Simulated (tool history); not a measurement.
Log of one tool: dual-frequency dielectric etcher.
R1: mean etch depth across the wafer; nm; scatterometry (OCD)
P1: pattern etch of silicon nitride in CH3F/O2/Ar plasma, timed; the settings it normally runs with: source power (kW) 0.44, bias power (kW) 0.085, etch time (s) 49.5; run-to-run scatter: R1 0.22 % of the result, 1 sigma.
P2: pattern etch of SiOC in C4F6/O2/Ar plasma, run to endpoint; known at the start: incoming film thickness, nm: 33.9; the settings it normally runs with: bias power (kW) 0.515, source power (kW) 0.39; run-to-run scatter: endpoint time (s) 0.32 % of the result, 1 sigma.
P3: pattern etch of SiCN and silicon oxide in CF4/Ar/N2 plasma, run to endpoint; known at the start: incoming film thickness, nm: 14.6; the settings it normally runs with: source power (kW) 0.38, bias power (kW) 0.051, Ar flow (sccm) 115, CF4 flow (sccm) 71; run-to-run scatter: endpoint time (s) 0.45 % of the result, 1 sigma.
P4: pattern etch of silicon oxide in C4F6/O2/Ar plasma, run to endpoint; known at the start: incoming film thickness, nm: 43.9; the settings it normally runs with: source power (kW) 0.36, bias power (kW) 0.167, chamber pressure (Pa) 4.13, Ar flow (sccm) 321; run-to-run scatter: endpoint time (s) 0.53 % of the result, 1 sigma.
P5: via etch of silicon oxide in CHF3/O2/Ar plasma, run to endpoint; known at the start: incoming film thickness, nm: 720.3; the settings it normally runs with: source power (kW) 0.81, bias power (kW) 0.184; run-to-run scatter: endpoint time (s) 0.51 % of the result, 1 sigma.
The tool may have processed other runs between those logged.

run 1 hour=7.9 | process_that_ran=P1 source_power_(kW)=0.44 bias_power_(kW)=0.085 etch_time_(s)=49.5 | R1=37.953
run 2 hour=16.4 | process_that_ran=P3 source_power_(kW)=0.38 bias_power_(kW)=0.051 Ar_flow_(sccm)=115 CF4_flow_(sccm)=55 | endpoint_time_(s)=22.828
run 3 hour=23.4 | process_that_ran=P4 source_power_(kW)=0.36 bias_power_(kW)=0.206 Ar_flow_(sccm)=321 chamber_pressure_(Pa)=4.13 | endpoint_time_(s)=13.607
run 4 hour=31.4 | process_that_ran=P1 source_power_(kW)=0.59 bias_power_(kW)=0.085 etch_time_(s)=49.5 | R1=42.231
run 5 hour=41.6 | process_that_ran=P1 source_power_(kW)=0.44 bias_power_(kW)=0.114 etch_time_(s)=31 | R1=26.325
run 6 hour=52.7 | process_that_ran=P5 source_power_(kW)=0.81 bias_power_(kW)=0.184 | endpoint_time_(s)=323.75
run 7 hour=62.6 | process_that_ran=P3 source_power_(kW)=0.38 bias_power_(kW)=0.051 Ar_flow_(sccm)=115 CF4_flow_(sccm)=71 | endpoint_time_(s)=21.834
run 8 hour=72.9 | process_that_ran=P4 source_power_(kW)=0.27 bias_power_(kW)=0.167 Ar_flow_(sccm)=321 chamber_pressure_(Pa)=4.13 | endpoint_time_(s)=16.361
run 9 hour=84.4 | process_that_ran=P1 source_power_(kW)=0.34 bias_power_(kW)=0.085 etch_time_(s)=49.5 | R1=34.253
run 10 hour=91.9 | process_that_ran=P1 source_power_(kW)=0.56 bias_power_(kW)=0.069 etch_time_(s)=49.5 | R1=38.782
run 11 hour=98.3 | process_that_ran=P1 source_power_(kW)=0.44 bias_power_(kW)=0.115 etch_time_(s)=49.5 | R1=42.282
run 12 hour=106.4 | process_that_ran=P1 source_power_(kW)=0.44 bias_power_(kW)=0.085 etch_time_(s)=30 | R1=22.924
run 13 hour=116.3 | process_that_ran=P1 source_power_(kW)=0.44 bias_power_(kW)=0.085 etch_time_(s)=49.5 | R1=37.772
run 14 hour=122.5 | process_that_ran=P2 source_power_(kW)=0.39 bias_power_(kW)=0.515 | endpoint_time_(s)=11.729
run 15 hour=134.1 | process_that_ran=P5 source_power_(kW)=1.08 bias_power_(kW)=0.184 | endpoint_time_(s)=294.76
run 16 hour=145.9 | process_that_ran=P1 source_power_(kW)=0.44 bias_power_(kW)=0.085 etch_time_(s)=49.5 | R1=37.701
run 17 hour=153.8 | process_that_ran=P2 source_power_(kW)=0.47 bias_power_(kW)=0.515 | endpoint_time_(s)=10.881
run 18 hour=165.8 | process_that_ran=P4 source_power_(kW)=0.36 bias_power_(kW)=0.167 Ar_flow_(sccm)=383 chamber_pressure_(Pa)=4.13 | endpoint_time_(s)=15.044
run 19 hour=173.9 | process_that_ran=P4 source_power_(kW)=0.36 bias_power_(kW)=0.167 Ar_flow_(sccm)=321 chamber_pressure_(Pa)=4.13 | endpoint_time_(s)=14.644
run 20 hour=182.6 | process_that_ran=P1 source_power_(kW)=0.44 bias_power_(kW)=0.085 etch_time_(s)=49.5 | R1=37.759
run 21 hour=190.9 | process_that_ran=P1 source_power_(kW)=0.44 bias_power_(kW)=0.085 etch_time_(s)=49.5 | R1=37.711
run 22 hour=196.1 | process_that_ran=P3 source_power_(kW)=0.38 bias_power_(kW)=0.061 Ar_flow_(sccm)=115 CF4_flow_(sccm)=71 | endpoint_time_(s)=20.597
run 23 hour=204.1 | process_that_ran=P1 source_power_(kW)=0.58 bias_power_(kW)=0.085 etch_time_(s)=35.5 | R1=30.193
run 24 hour=212.5 | process_that_ran=P4 source_power_(kW)=0.36 bias_power_(kW)=0.167 Ar_flow_(sccm)=321 chamber_pressure_(Pa)=5.67 | endpoint_time_(s)=15.175
run 25 hour=222.1 | process_that_ran=P5 source_power_(kW)=0.81 bias_power_(kW)=0.133 | endpoint_time_(s)=361.19
run 26 hour=229.7 | process_that_ran=P1 source_power_(kW)=0.44 bias_power_(kW)=0.059 etch_time_(s)=49.5 | R1=33.45
run 27 hour=240 | process_that_ran=P2 source_power_(kW)=0.39 bias_power_(kW)=0.321 | endpoint_time_(s)=13.955
run 28 hour=247.5 | process_that_ran=P3 source_power_(kW)=0.48 bias_power_(kW)=0.051 Ar_flow_(sccm)=115 CF4_flow_(sccm)=71 | endpoint_time_(s)=17.725
run 29 hour=258.8 | process_that_ran=P1 source_power_(kW)=0.44 bias_power_(kW)=0.085 etch_time_(s)=49.5 | R1=37.724
run 30 hour=269.1 | process_that_ran=P1 source_power_(kW)=0.44 bias_power_(kW)=0.085 etch_time_(s)=64 | R1=48.918
run 31 hour=281.1 | process_that_ran=P1 source_power_(kW)=0.44 bias_power_(kW)=0.085 etch_time_(s)=49.5 | R1=37.726
run 32 hour=289.6 | process_that_ran=P3 source_power_(kW)=0.38 bias_power_(kW)=0.051 Ar_flow_(sccm)=115 CF4_flow_(sccm)=71 | endpoint_time_(s)=21.695
run 33 hour=295.9 | process_that_ran=P2 source_power_(kW)=0.39 bias_power_(kW)=0.515 | endpoint_time_(s)=11.728
run 34 hour=303.2 | process_that_ran=P3 source_power_(kW)=0.38 bias_power_(kW)=0.051 Ar_flow_(sccm)=69 CF4_flow_(sccm)=71 | endpoint_time_(s)=20.074
run 35 hour=309 | process_that_ran=P4 source_power_(kW)=0.36 bias_power_(kW)=0.167 Ar_flow_(sccm)=321 chamber_pressure_(Pa)=4.13 | endpoint_time_(s)=14.63
run 36 hour=318.8 | process_that_ran=P1 source_power_(kW)=0.44 bias_power_(kW)=0.085 etch_time_(s)=49.5 | R1=37.8
run 37 hour=329.8 | process_that_ran=P1 source_power_(kW)=0.44 bias_power_(kW)=0.085 etch_time_(s)=49.5 | R1=37.459
run 38 hour=338.6 | process_that_ran=P1 source_power_(kW)=0.44 bias_power_(kW)=0.085 etch_time_(s)=49.5 | R1=37.434
run 39 hour=349.2 | process_that_ran=P1 source_power_(kW)=0.44 bias_power_(kW)=0.085 etch_time_(s)=49.5 | R1=37.18
-- hour=358.4 wet clean of the chamber
run 40 hour=359.1 | process_that_ran=P1 source_power_(kW)=0.44 bias_power_(kW)=0.085 etch_time_(s)=49.5 | R1=37.071
run 41 hour=370.1 | process_that_ran=P1 source_power_(kW)=0.44 bias_power_(kW)=0.085 etch_time_(s)=49.5 | R1=37.343
run 42 hour=375.3 | process_that_ran=P1 source_power_(kW)=0.44 bias_power_(kW)=0.085 etch_time_(s)=49.5 | R1=37.139

P1 has crept away from where it was. The log is fitted equally well by each of these 2 causes, at the sizes shown:
A: bias power that arrives under what is set, % = 4.25
B: source power that arrives under what is set, % = 3.98
The drift started at roughly hour 318.8.
Excluded causes, each with its reason:
chamber walls in a state that lowers the etch rate, %: serviced after onset, at hour 358.4, with no recovery of the prior output

Consider the 4 check runs below, whose results appear as question marks and each of which averages 3 wafers. Which one distinguishes the causes, in that each cause would give it a clearly different result?
run check 1 hour=380.5 | process_that_ran=P5 source_power_(kW)=0.81 bias_power_(kW)=0.184 | endpoint_time_(s)=?
run check 2 hour=380.5 | process_that_ran=P4 source_power_(kW)=0.36 bias_power_(kW)=0.167 Ar_flow_(sccm)=321 chamber_pressure_(Pa)=4.13 | endpoint_time_(s)=?
run check 3 hour=380.5 | process_that_ran=P3 source_power_(kW)=0.38 bias_power_(kW)=0.051 Ar_flow_(sccm)=115 CF4_flow_(sccm)=71 | endpoint_time_(s)=?
run check 4 hour=380.5 | process_that_ran=P2 source_power_(kW)=0.39 bias_power_(kW)=0.515 | endpoint_time_(s)=?

Check results expected under each cause:
check=check_1 result=endpoint_time_(s) if_A=331.79 if_B=332.23
check=check_2 result=endpoint_time_(s) if_A=14.868 if_B=14.902
check=check_3 result=endpoint_time_(s) if_A=22.101 if_B=22.595
check=check_4 result=endpoint_time_(s) if_A=11.874 if_B=11.859
Distance between the nearest two causes, measured in the result of the check that separates them most: check 1 0.13 %; check 2 0.23 %; check 3 2.21 %; check 4 0.13 %
The other checks would show nearly matching results whichever cause is true, so check 3 is the only one that separates the causes.

Check 3 has now been run. It gave: endpoint time (s) 22.175. Which of the candidate causes is it?

The correct cause is A, namely: bias power that arrives under what is set, %.
